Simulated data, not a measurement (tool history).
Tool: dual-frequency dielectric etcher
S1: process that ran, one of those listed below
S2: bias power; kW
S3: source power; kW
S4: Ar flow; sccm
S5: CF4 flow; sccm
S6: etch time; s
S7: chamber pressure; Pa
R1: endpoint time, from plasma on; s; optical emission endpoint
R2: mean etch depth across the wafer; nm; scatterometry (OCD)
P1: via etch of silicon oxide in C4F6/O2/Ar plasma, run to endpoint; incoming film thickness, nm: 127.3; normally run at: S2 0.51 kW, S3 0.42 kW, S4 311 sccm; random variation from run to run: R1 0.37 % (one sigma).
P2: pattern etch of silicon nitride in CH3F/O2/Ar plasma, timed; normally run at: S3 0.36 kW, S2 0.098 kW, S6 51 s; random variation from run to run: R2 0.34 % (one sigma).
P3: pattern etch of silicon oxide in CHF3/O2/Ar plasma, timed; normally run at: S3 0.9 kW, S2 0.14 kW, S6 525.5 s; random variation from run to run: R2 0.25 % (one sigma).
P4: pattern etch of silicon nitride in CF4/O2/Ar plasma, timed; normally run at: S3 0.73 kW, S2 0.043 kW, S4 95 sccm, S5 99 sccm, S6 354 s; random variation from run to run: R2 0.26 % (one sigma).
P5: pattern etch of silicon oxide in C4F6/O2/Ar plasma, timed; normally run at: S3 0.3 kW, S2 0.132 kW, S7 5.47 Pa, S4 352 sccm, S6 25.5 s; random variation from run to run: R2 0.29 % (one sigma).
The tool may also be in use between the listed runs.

Run 1, hour 6.1: S1 P1, S2 0.51 kW, S3 0.42 kW, S4 311 sccm. Result: R1 27.256 s.
Run 2, hour 11.2: S1 P1, S2 0.51 kW, S3 0.42 kW, S4 219 sccm. Result: R1 26.206 s.
Run 3, hour 14.6: S1 P4, S2 0.043 kW, S3 0.73 kW, S4 95 sccm, S5 99 sccm, S6 354 s. Result: R2 886.25 nm.
Run 4, hour 20.9: S1 P2, S2 0.123 kW, S3 0.36 kW, S6 51 s. Result: R2 42.337 nm.
Run 5, hour 24.9: S1 P1, S2 0.51 kW, S3 0.42 kW, S4 311 sccm. Result: R1 27.491 s.
Run 6, hour 29.2: S1 P5, S2 0.105 kW, S3 0.3 kW, S4 352 sccm, S6 25.5 s, S7 5.47 Pa. Result: R2 59.938 nm.
Run 7, hour 35.8: S1 P5, S2 0.132 kW, S3 0.3 kW, S4 352 sccm, S6 25.5 s, S7 3.53 Pa. Result: R2 67.687 nm.
Run 8, hour 42.1: S1 P1, S2 0.51 kW, S3 0.42 kW, S4 424 sccm. Result: R1 28.281 s.
Run 9, hour 47.9: S1 P4, S2 0.043 kW, S3 0.73 kW, S4 95 sccm, S5 99 sccm, S6 445 s. Result: R2 1120.9 nm.
Run 10, hour 52.6: S1 P5, S2 0.132 kW, S3 0.3 kW, S4 352 sccm, S6 16 s, S7 5.47 Pa. Result: R2 40.255 nm.
Run 11, hour 57.4: S1 P3, S2 0.14 kW, S3 0.9 kW, S6 525.5 s. Result: R2 1130.2 nm.
Run 12, hour 61.4: S1 P4, S2 0.043 kW, S3 0.73 kW, S4 95 sccm, S5 99 sccm, S6 354 s. Result: R2 894.06 nm.
Run 13, hour 66.7: S1 P4, S2 0.043 kW, S3 0.73 kW, S4 95 sccm, S5 119 sccm, S6 354 s. Result: R2 910.57 nm.
Run 14, hour 71.2: S1 P1, S2 0.51 kW, S3 0.52 kW, S4 311 sccm. Result: R1 25.277 s.
Run 15, hour 76.2: S1 P5, S2 0.132 kW, S3 0.3 kW, S4 473 sccm, S6 25.5 s, S7 5.47 Pa. Result: R2 62.054 nm.
Run 16, hour 80.9: S1 P2, S2 0.098 kW, S3 0.26 kW, S6 51 s. Result: R2 34.606 nm.
Run 17, hour 83.9: S1 P5, S2 0.132 kW, S3 0.3 kW, S4 352 sccm, S6 25.5 s, S7 5.47 Pa. Result: R2 64.097 nm.
Run 18, hour 89.8: S1 P1, S2 0.706 kW, S3 0.42 kW, S4 311 sccm. Result: R1 24.156 s.
Run 19, hour 95.3: S1 P3, S2 0.14 kW, S3 0.9 kW, S6 318 s. Result: R2 681.97 nm.
Run 20, hour 99.1: S1 P4, S2 0.033 kW, S3 0.73 kW, S4 95 sccm, S5 99 sccm, S6 354 s. Result: R2 813.56 nm.
Run 21, hour 103.9: S1 P1, S2 0.662 kW, S3 0.42 kW, S4 363 sccm. Result: R1 25.242 s.
Run 22, hour 107.8: S1 P1, S2 0.51 kW, S3 0.31 kW, S4 311 sccm. Result: R1 30.651 s.
Run 23, hour 112.3: S1 P3, S2 0.114 kW, S3 0.9 kW, S6 525.5 s. Result: R2 1066.6 nm.

Run 24 comes next. What will it give?
Run 24, hour 116.7: S1 P5, S2 0.132 kW, S3 0.21 kW, S4 352 sccm, S6 25.5 s, S7 5.47 Pa. Result: R2 ?.

{"run 24": {"R2": 55.787}}
